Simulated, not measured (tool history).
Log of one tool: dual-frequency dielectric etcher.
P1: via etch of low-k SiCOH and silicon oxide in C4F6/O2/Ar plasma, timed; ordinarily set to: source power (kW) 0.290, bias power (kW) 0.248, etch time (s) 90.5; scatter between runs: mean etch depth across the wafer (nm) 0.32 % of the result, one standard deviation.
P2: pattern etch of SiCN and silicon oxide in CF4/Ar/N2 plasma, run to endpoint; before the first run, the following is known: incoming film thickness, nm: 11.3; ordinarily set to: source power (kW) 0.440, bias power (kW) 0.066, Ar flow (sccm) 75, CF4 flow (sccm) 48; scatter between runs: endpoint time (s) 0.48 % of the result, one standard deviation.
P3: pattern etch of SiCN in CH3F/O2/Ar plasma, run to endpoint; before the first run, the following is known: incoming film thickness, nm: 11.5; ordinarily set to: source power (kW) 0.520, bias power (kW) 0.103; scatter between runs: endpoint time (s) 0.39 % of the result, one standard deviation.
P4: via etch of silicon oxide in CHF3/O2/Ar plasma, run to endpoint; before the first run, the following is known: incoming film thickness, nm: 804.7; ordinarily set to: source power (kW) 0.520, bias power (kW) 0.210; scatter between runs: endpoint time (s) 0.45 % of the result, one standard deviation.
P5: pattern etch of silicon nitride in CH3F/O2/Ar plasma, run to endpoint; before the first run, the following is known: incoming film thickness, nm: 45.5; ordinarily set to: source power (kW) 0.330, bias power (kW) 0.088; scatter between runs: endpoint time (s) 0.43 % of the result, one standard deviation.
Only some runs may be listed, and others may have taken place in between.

run,hour,process that ran,source power (kW),bias power (kW),etch time (s),Ar flow (sccm),CF4 flow (sccm),hours since the last wet clean,hours since the last source power generator calibration,hours since the last bias power generator calibration,mean etch depth across the wafer (nm),endpoint time (s)
1,6.7,P1,0.290,0.248,90.5,,,237.8,718.7,2241.5,242.40,
2,12.2,P3,0.520,0.123,,,,243.3,724.2,2247.0,,22.746
3,19.1,P4,0.520,0.210,,,,250.2,731.1,2253.9,,416.320
4,23.4,P5,0.330,0.088,,,,254.5,735.4,2258.2,,65.777
5,29.0,P2,0.570,0.066,,75,48,260.1,741.0,2263.8,,11.467
6,33.8,P1,0.230,0.248,90.5,,,264.9,745.8,2268.6,220.19,
7,40.9,P1,0.370,0.248,90.5,,,272.0,752.9,2275.7,266.39,
8,48.0,P1,0.290,0.248,90.5,,,279.1,760.0,2282.8,241.45,
9,51.4,P1,0.290,0.248,58.0,,,282.5,763.4,2286.2,155.46,
10,56.9,P5,0.330,0.071,,,,288.0,768.9,2291.7,,71.020
11,62.5,P1,0.290,0.248,90.5,,,293.6,774.5,2297.3,242.68,
12,68.1,P1,0.290,0.248,90.5,,,299.2,780.1,2302.9,241.97,
13,71.9,P2,0.440,0.066,,75,32,303.0,783.9,2306.7,,15.265
14,75.4,P4,0.520,0.210,,,,306.5,787.4,2310.2,,413.610
15,78.7,P5,0.250,0.088,,,,309.8,790.7,2313.5,,73.479
16,84.9,P3,0.680,0.103,,,,316.0,796.9,2319.7,,22.115
17,88.9,P4,0.390,0.210,,,,320.0,800.9,2323.7,,465.400
18,94.8,P1,0.290,0.248,134.0,,,325.9,806.8,2329.6,358.01,
19,98.8,P2,0.440,0.066,,52,48,329.9,810.8,2333.6,,13.412
20,102.7,P5,0.330,0.088,,,,333.8,814.7,2337.5,,65.584
21,109.5,P2,0.440,0.087,,75,48,340.6,821.5,2344.3,,13.068
22,113.7,P2,0.440,0.066,,75,48,344.8,825.7,2348.5,,14.352
23,117.0,P1,0.290,0.345,90.5,,,348.1,829.0,2351.8,272.05,
24,121.7,P1,0.290,0.166,90.5,,,352.8,833.7,2356.5,212.26,
25,126.3,P1,0.290,0.248,90.5,,,357.4,838.3,2361.1,243.39,
26,132.9,P4,0.520,0.284,,,,364.0,844.9,2367.7,,377.180
27,136.7,P1,0.290,0.340,113.5,,,367.8,848.7,2371.5,337.06,
28,140.9,P3,0.520,0.103,,,,372.0,852.9,2375.7,,24.454
29,146.5,P1,0.290,0.248,90.5,,,377.6,858.5,2381.3,241.66,
30,152.1,P1,0.290,0.248,90.5,,,383.2,864.1,2386.9,240.36,
31,159.0,P1,0.290,0.248,90.5,,,390.1,871.0,2393.8,237.95,
# hour 163.4: wet clean of the chamber
32,165.3,P1,0.290,0.248,90.5,,,2.0,877.3,2400.1,239.26,
33,170.5,P1,0.290,0.248,90.5,,,7.2,882.5,2405.3,238.07,
34,176.5,P1,0.290,0.248,90.5,,,13.2,888.5,2411.3,237.54,
35,182.3,P1,0.290,0.248,90.5,,,19.0,894.3,2417.1,238.08,

P1 no longer gives what it gave before; its output has crept away from where it was. The following 2 causes, each at its listed size, fit the log equally well:
A: source power that arrives under what is set, % = 4.1
B: bias power that arrives under what is set, % = 4.54
Onset of the creep was near hour 146.5.
Each remaining cause and why it is not a fit:
chamber walls in a state that lowers the etch rate, %: serviced at hour 163.4, which brought nothing back

The list below offers 4 check runs, each averaging the results of 3 wafers, and shows each result as a question mark. For which of them would the listed causes give clearly different results?
check 1,188.1,P3,0.520,0.103,,,,,,,,?
check 2,188.1,P4,0.520,0.210,,,,,,,,?
check 3,188.1,P5,0.330,0.088,,,,,,,,?
check 4,188.1,P2,0.440,0.066,,75,48,,,,,?

If the cause were each of the candidates in turn, the checks would give the following:
check,result,if A,if B
check 1,endpoint time (s),24.772,24.816
check 2,endpoint time (s),422.880,423.030
check 3,endpoint time (s),67.051,67.129
check 4,endpoint time (s),14.788,14.475
Smallest distance between any two causes, each pair judged by its most separating result, in per cent: check 1 0.18 %; check 2 0.04 %; check 3 0.12 %; check 4 2.14 %
Only in check 4 would the causes give clearly different results; in the remaining checks their results would be nearly the same.

Here is what check 4 returned: endpoint time (s) 14.490. Which cause is it?

The correct cause is B, namely: bias power that arrives under what is set, %.
